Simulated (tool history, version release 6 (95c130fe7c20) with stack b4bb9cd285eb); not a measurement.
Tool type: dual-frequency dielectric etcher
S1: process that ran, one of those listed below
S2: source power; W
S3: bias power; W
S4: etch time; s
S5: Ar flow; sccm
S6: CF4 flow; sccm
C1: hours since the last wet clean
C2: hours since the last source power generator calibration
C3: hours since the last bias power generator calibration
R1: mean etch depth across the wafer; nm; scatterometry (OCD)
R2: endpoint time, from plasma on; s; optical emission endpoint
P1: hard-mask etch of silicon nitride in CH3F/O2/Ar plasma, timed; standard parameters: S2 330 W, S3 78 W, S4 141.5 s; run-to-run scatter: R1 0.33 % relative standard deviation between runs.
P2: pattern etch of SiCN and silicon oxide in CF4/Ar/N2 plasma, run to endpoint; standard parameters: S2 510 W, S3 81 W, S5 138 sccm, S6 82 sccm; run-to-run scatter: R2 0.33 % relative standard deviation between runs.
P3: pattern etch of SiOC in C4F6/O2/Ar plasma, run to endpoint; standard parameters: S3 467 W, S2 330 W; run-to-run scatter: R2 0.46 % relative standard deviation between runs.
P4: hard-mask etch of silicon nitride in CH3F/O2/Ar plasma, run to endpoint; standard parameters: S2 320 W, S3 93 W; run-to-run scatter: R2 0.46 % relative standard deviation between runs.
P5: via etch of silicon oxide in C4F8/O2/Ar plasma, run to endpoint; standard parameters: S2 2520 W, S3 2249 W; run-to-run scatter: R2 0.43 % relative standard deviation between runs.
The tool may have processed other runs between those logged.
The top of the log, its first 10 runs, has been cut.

run,hour,S1,S2,S3,S4,S5,S6,C1,C2,C3,R1,R2
11,128.2,P2,510,81,,177,82,346.5,3173.6,21.8,,11.596
12,138.1,P4,320,93,,,,356.4,3183.5,31.7,,50.474
13,150,P1,330,93,97,,,368.3,3195.4,43.6,68.028,
14,165.4,P1,440,78,141.5,,,383.7,3210.8,59,104.11,
15,179.8,P4,320,71,,,,398.1,3225.2,73.4,,55.87
16,189,P1,220,78,141.5,,,407.3,3234.4,82.6,80.02,
17,198.5,P1,330,78,141.5,,,416.8,3243.9,92.1,93.296,
18,209.1,P5,3270,2249,,,,427.4,3254.5,102.7,,219.18
19,223.2,P4,250,93,,,,441.5,3268.6,116.8,,55.077
20,238.2,P1,330,78,190.5,,,456.5,3283.6,131.8,125.41,
21,246.7,P1,330,78,141.5,,,465,3292.1,140.3,93.114,
# hour 254.1: wet clean of the chamber
22,258.4,P1,330,78,95.5,,,4.4,3303.8,152,63.017,
23,267.4,P1,330,78,141.5,,,13.4,3312.8,161,92.862,
24,276.8,P1,330,55,141.5,,,22.8,3322.2,170.4,82.799,
25,285.2,P3,330,467,,,,31.2,3330.6,178.8,,16.212
26,300.7,P5,2520,2996,,,,46.7,3346.1,194.3,,223.6
27,309.6,P1,390,78,175.5,,,55.6,3355,203.2,121.79,

Predict the results of run 28:
28,323.9,P2,510,81,,138,110,69.9,3369.3,217.5,,?

{"run 28": {"R2": 10.676}}

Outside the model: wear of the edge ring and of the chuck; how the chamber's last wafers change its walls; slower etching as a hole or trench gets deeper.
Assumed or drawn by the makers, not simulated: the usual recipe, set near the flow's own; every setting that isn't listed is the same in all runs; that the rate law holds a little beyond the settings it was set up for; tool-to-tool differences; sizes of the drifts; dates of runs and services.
